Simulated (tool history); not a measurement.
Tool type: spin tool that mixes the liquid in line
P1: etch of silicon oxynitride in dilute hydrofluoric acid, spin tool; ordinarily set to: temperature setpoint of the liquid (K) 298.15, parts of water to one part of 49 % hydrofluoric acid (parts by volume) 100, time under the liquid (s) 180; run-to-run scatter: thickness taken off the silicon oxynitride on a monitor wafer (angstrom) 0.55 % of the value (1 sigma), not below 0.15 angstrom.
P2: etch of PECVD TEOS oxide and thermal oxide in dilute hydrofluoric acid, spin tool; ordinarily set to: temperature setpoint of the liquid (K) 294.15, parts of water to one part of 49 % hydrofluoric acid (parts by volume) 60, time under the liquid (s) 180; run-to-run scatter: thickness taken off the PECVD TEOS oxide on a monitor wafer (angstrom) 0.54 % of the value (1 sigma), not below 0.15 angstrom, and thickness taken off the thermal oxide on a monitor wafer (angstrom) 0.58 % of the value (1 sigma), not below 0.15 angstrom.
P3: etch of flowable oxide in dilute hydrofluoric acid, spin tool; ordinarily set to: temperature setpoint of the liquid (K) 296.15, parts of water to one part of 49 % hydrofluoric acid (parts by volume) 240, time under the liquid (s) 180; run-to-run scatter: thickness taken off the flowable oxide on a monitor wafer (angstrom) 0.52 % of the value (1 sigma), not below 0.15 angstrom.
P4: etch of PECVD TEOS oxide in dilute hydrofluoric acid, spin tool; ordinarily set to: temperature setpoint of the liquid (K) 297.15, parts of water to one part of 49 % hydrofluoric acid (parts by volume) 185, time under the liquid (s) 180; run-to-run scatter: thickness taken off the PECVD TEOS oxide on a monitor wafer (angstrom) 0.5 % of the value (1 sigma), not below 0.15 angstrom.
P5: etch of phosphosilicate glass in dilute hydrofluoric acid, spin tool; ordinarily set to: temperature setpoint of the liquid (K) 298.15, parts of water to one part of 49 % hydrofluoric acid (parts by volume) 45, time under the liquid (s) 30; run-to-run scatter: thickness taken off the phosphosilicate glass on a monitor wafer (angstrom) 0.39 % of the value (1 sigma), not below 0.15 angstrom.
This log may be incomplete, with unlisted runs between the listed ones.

run,hour,process that ran,temperature setpoint of the liquid (K),parts of water to one part of 49 % hydrofluoric acid (parts by volume),time under the liquid (s),hours since the thermometer was replaced,hours since the hydrofluoric acid flow meter was replaced,thickness taken off the silicon oxynitride on a monitor wafer (angstrom),thickness taken off the flowable oxide on a monitor wafer (angstrom),thickness taken off the PECVD TEOS oxide on a monitor wafer (angstrom),thickness taken off the thermal oxide on a monitor wafer (angstrom),thickness taken off the phosphosilicate glass on a monitor wafer (angstrom)
1,11.5,P1,298.15,100,180,437.2,320.7,49.741,,,,
2,19.3,P1,298.15,100,15,445,328.5,4.2654,,,,
3,29.6,P1,298.15,100,350,455.3,338.8,96.438,,,,
4,40.8,P3,296.15,430,180,466.5,350,,113.92,,,
5,52.1,P2,294.15,20,180,477.8,361.3,,,740.37,417.27,
6,58.7,P4,290.15,185,180,484.4,367.9,,,56.95,,
7,66.3,P3,296.15,240,180,492,375.5,,248.34,,,
8,77.7,P2,294.15,60,180,503.4,386.9,,,234.8,132.75,
9,88.1,P4,297.15,185,180,513.8,397.3,,,74.588,,
10,97.2,P3,296.15,240,180,522.9,406.4,,248.14,,,
11,108.9,P2,294.15,60,180,534.6,418.1,,,236.35,132.76,
12,119.5,P4,297.15,185,280,545.2,428.7,,,116.75,,
13,130,P5,298.15,45,15,555.7,439.2,,,,,228.17
14,137.5,P1,298.15,150,180,563.2,446.7,31.979,,,,
15,147.1,P1,298.15,100,180,572.8,456.3,49.366,,,,
16,156.7,P1,298.15,60,180,582.4,465.9,85.337,,,,
17,169.5,P5,290.65,45,30,595.2,478.7,,,,,332.89
18,178.8,P1,298.15,35,335,604.5,488,279.33,,,,
19,190.6,P3,296.15,240,15,616.3,499.8,,20.167,,,
20,197.9,P5,298.15,45,30,623.6,507.1,,,,,459.31
21,209.2,P4,297.15,40,180,634.9,518.4,,,412.73,,
22,218.3,P2,299.65,60,180,644,527.5,,,294.13,166.38,
23,228.8,P1,298.15,100,180,654.5,538,49.816,,,,
24,235.5,P3,290.15,240,180,661.2,544.7,,194.5,,,
25,242.2,P1,298.15,100,180,667.9,551.4,49.555,,,,
26,249.6,P5,298.15,60,30,675.3,558.8,,,,,333.17
27,260.7,P4,297.15,185,180,686.4,569.9,,,75.717,,
28,268,P1,304.65,100,180,693.7,577.2,66.216,,,,
29,274.6,P1,293.65,100,180,700.3,583.8,40.107,,,,
30,286.1,P5,298.15,45,30,711.8,595.3,,,,,454.41
31,294.3,P2,294.15,60,15,720,603.5,,,19.368,11.428,
32,302.8,P1,298.15,100,180,728.5,612,50.008,,,,
33,313.3,P1,298.15,100,180,739,622.5,48.301,,,,
34,319.2,P1,298.15,100,180,744.9,628.4,47.774,,,,
35,330.4,P1,298.15,100,180,756.1,639.6,47.218,,,,
36,336.3,P1,298.15,100,180,762,645.5,46.618,,,,
37,347.5,P1,298.15,100,180,773.2,656.7,46.373,,,,
38,359,P1,298.15,100,180,784.7,668.2,46.351,,,,
39,370,P1,298.15,100,180,795.7,679.2,46.546,,,,
40,379,P1,298.15,100,180,804.7,688.2,45.975,,,,

Something has made what P1 gives creep away from where it was; the 2 causes below, each at its own stated size, fit the log equally well:
A: liquid colder than its thermometer reads (K) = 1.47
B: hydrofluoric acid flow below the setpoint (%) = 6.15
The process output started creeping at around hour 302.8.

The list below offers 4 check runs, each averaging the results of 2 wafers, and shows each result as a question mark. For which of them would the listed causes give clearly different results?
check 1,388,P4,297.15,50,180,,,,,?,,
check 2,388,P3,296.15,410,45,,,,?,,,
check 3,388,P2,294.15,25,15,,,,,?,?,
check 4,388,P5,292.65,45,30,,,,,,,?

Expected result of each check under each candidate cause:
check,result,if A,if B
check 1,thickness taken off the PECVD TEOS oxide on a monitor wafer (angstrom),306.55,304.41
check 2,thickness taken off the flowable oxide on a monitor wafer (angstrom),29.286,28.209
check 3,thickness taken off the PECVD TEOS oxide on a monitor wafer (angstrom),46.19,46.094
check 3,thickness taken off the thermal oxide on a monitor wafer (angstrom),25.945,25.891
check 4,thickness taken off the phosphosilicate glass on a monitor wafer (angstrom),339.76,338.49
How far apart the two closest causes lie, in the result that separates them most: check 1 0.7 %; check 2 3.75 %; check 3 0.21 %; check 4 0.37 %
Only check 2 tells the causes apart: in the others they would give nearly the same result.

Check 2 has now been run. It gave: thickness taken off the flowable oxide on a monitor wafer (angstrom) 29.415. Which of the candidate causes is it?

It was cause A: liquid colder than its thermometer reads (K).
